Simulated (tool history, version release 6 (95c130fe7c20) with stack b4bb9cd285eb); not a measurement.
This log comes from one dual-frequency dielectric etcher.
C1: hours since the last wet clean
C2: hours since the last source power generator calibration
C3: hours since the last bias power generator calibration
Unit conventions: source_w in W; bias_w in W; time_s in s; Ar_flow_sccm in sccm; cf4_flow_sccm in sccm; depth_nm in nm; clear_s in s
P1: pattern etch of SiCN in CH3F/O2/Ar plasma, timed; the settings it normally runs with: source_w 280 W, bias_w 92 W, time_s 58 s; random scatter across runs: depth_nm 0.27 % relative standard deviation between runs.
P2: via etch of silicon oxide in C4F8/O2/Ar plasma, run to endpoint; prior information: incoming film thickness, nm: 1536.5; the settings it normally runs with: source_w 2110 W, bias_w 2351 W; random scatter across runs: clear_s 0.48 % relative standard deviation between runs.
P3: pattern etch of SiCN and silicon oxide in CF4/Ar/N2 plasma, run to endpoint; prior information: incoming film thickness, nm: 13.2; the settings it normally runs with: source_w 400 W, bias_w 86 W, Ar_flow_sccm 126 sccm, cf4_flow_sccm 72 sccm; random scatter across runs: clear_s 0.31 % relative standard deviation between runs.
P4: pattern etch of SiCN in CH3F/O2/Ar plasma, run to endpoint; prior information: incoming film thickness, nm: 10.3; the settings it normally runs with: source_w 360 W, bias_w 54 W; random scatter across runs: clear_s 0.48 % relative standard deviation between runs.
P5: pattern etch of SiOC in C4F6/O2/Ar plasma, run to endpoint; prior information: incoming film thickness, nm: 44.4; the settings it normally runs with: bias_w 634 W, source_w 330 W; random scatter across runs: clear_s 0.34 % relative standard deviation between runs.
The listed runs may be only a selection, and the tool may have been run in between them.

run 1 hour=8.8 | process=P1 source_w=280 bias_w=92 time_s=58 | C1=425 C2=2255 C3=1053.9 | depth_nm=20.192
run 2 hour=23.5 | process=P3 source_w=400 bias_w=86 Ar_flow_sccm=126 cf4_flow_sccm=72 | C1=439.7 C2=2269.7 C3=1068.6 | clear_s=16.453
run 3 hour=39.3 | process=P1 source_w=280 bias_w=92 time_s=39.5 | C1=455.5 C2=2285.5 C3=1084.4 | depth_nm=13.8
run 4 hour=53.8 | process=P1 source_w=280 bias_w=123 time_s=58 | C1=470 C2=2300 C3=1098.9 | depth_nm=22.713
run 5 hour=65.6 | process=P1 source_w=170 bias_w=92 time_s=36.5 | C1=481.8 C2=2311.8 C3=1110.7 | depth_nm=10.59
run 6 hour=75.7 | process=P2 source_w=2110 bias_w=2351 | C1=491.9 C2=2321.9 C3=1120.8 | clear_s=274.42
run 7 hour=92.2 | process=P1 source_w=280 bias_w=92 time_s=58 | C1=508.4 C2=2338.4 C3=1137.3 | depth_nm=20.237
run 8 hour=109.1 | process=P2 source_w=1260 bias_w=2351 | C1=525.3 C2=2355.3 C3=1154.2 | clear_s=339.26
run 9 hour=121.7 | process=P1 source_w=280 bias_w=71 time_s=58 | C1=537.9 C2=2367.9 C3=1166.8 | depth_nm=18.43
run 10 hour=131.1 | process=P1 source_w=390 bias_w=92 time_s=58 | C1=547.3 C2=2377.3 C3=1176.2 | depth_nm=22.825
run 11 hour=143 | process=P1 source_w=170 bias_w=92 time_s=58 | C1=559.2 C2=2389.2 C3=1188.1 | depth_nm=16.87
run 12 hour=151.4 | process=P3 source_w=330 bias_w=86 Ar_flow_sccm=126 cf4_flow_sccm=72 | C1=567.6 C2=2397.6 C3=1196.5 | clear_s=19.543
run 13 hour=168.1 | process=P4 source_w=360 bias_w=54 | C1=584.3 C2=2414.3 C3=1213.2 | clear_s=32.46
run 14 hour=184.3 | process=P1 source_w=280 bias_w=92 time_s=58 | C1=600.5 C2=2430.5 C3=1229.4 | depth_nm=20.225
run 15 hour=192.2 | process=P1 source_w=280 bias_w=62 time_s=33.5 | C1=608.4 C2=2438.4 C3=1237.3 | depth_nm=10.083
run 16 hour=208 | process=P3 source_w=400 bias_w=86 Ar_flow_sccm=160 cf4_flow_sccm=72 | C1=624.2 C2=2454.2 C3=1253.1 | clear_s=17.048
-- hour=218.8 bias power generator calibrated
run 17 hour=222.4 | process=P3 source_w=400 bias_w=86 Ar_flow_sccm=126 cf4_flow_sccm=72 | C1=638.6 C2=2468.6 C3=3.7 | clear_s=16.444
run 18 hour=238 | process=P2 source_w=2110 bias_w=3049 | C1=654.2 C2=2484.2 C3=19.3 | clear_s=257.15
run 19 hour=249 | process=P5 source_w=330 bias_w=634 | C1=665.2 C2=2495.2 C3=30.3 | clear_s=14.231
run 20 hour=264 | process=P3 source_w=400 bias_w=86 Ar_flow_sccm=126 cf4_flow_sccm=93 | C1=680.2 C2=2510.2 C3=45.3 | clear_s=15.847
run 21 hour=276.5 | process=P4 source_w=260 bias_w=54 | C1=692.7 C2=2522.7 C3=57.8 | clear_s=36.737
run 22 hour=293.3 | process=P5 source_w=330 bias_w=848 | C1=709.5 C2=2539.5 C3=74.6 | clear_s=12.767
run 23 hour=308.8 | process=P5 source_w=240 bias_w=634 | C1=725 C2=2555 C3=90.1 | clear_s=15.97
run 24 hour=324.7 | process=P3 source_w=400 bias_w=50 Ar_flow_sccm=126 cf4_flow_sccm=72 | C1=740.9 C2=2570.9 C3=106 | clear_s=19.933
run 25 hour=339.1 | process=P4 source_w=360 bias_w=31 | C1=755.3 C2=2585.3 C3=120.4 | clear_s=38.614
run 26 hour=351.6 | process=P1 source_w=280 bias_w=92 time_s=78 | C1=767.8 C2=2597.8 C3=132.9 | depth_nm=27.248
run 27 hour=366.3 | process=P2 source_w=2110 bias_w=2351 | C1=782.5 C2=2612.5 C3=147.6 | clear_s=275.15
run 28 hour=383.2 | process=P1 source_w=280 bias_w=92 time_s=58 | C1=799.4 C2=2629.4 C3=164.5 | depth_nm=20.247
run 29 hour=398.8 | process=P1 source_w=280 bias_w=92 time_s=58 | C1=815 C2=2645 C3=180.1 | depth_nm=20.269
run 30 hour=407.8 | process=P1 source_w=280 bias_w=92 time_s=58 | C1=824 C2=2654 C3=189.1 | depth_nm=20.192
run 31 hour=423.1 | process=P1 source_w=280 bias_w=92 time_s=58 | C1=839.3 C2=2669.3 C3=204.4 | depth_nm=20.234
run 32 hour=434.7 | process=P1 source_w=280 bias_w=92 time_s=58 | C1=850.9 C2=2680.9 C3=216 | depth_nm=20.105
run 33 hour=447.9 | process=P1 source_w=280 bias_w=92 time_s=58 | C1=864.1 C2=2694.1 C3=229.2 | depth_nm=20.123
run 34 hour=462.6 | process=P1 source_w=280 bias_w=92 time_s=58 | C1=878.8 C2=2708.8 C3=243.9 | depth_nm=19.96
-- hour=468.7 wet clean of the chamber
run 35 hour=472.4 | process=P1 source_w=280 bias_w=92 time_s=58 | C1=3.8 C2=2718.6 C3=253.7 | depth_nm=19.962
run 36 hour=480.7 | process=P1 source_w=280 bias_w=92 time_s=58 | C1=12.1 C2=2726.9 C3=262 | depth_nm=20.035
run 37 hour=490.1 | process=P1 source_w=280 bias_w=92 time_s=58 | C1=21.5 C2=2736.3 C3=271.4 | depth_nm=20.099
run 38 hour=498.3 | process=P1 source_w=280 bias_w=92 time_s=58 | C1=29.7 C2=2744.5 C3=279.6 | depth_nm=19.914
run 39 hour=508.4 | process=P1 source_w=280 bias_w=92 time_s=58 | C1=39.8 C2=2754.6 C3=289.7 | depth_nm=19.96
run 40 hour=524.5 | process=P1 source_w=280 bias_w=92 time_s=58 | C1=55.9 C2=2770.7 C3=305.8 | depth_nm=20.014
run 41 hour=534.9 | process=P1 source_w=280 bias_w=92 time_s=58 | C1=66.3 C2=2781.1 C3=316.2 | depth_nm=19.859
run 42 hour=551.4 | process=P1 source_w=280 bias_w=92 time_s=58 | C1=82.8 C2=2797.6 C3=332.7 | depth_nm=19.926

Something has made what P1 gives creep away from where it was; the 2 causes below, each at its own stated size, fit the log equally well:
A: bias power that arrives under what is set, % = 3.51
B: source power that arrives under what is set, % = 3.61
At approximately hour 423.1, the process output began to creep.
Ruled out, with reasons:
chamber walls in a state that lowers the etch rate, %: serviced after onset, at hour 468.7, with no recovery of the prior output

The 4 check runs listed below each average the results of 2 wafers, and their outcomes are marked with question marks. Under which run would the listed causes produce clearly different results?
run check 1 hour=567.9 | process=P2 source_w=1450 bias_w=2351 | clear_s=?
run check 2 hour=567.9 | process=P5 source_w=330 bias_w=787 | clear_s=?
run check 3 hour=567.9 | process=P4 source_w=360 bias_w=33 | clear_s=?
run check 4 hour=567.9 | process=P3 source_w=400 bias_w=52 Ar_flow_sccm=126 cf4_flow_sccm=72 | clear_s=?

Predicted outcomes, by check and by cause:
check=check_1 result=clear_s if_A=324.1 if_B=325.29
check=check_2 result=clear_s if_A=13.279 if_B=13.266
check=check_3 result=clear_s if_A=38.24 if_B=38.407
check=check_4 result=clear_s if_A=19.819 if_B=20.238
Smallest distance between any two causes, each pair judged by its most separating result, in per cent: check 1 0.37 %; check 2 0.1 %; check 3 0.43 %; check 4 2.09 %
Only check 4 tells the causes apart: in the others they would give nearly the same result.

The results of check 4 are: clear_s 19.85 s. Based on these, which of the listed causes is it?

The cause is A: bias power that arrives under what is set, %.
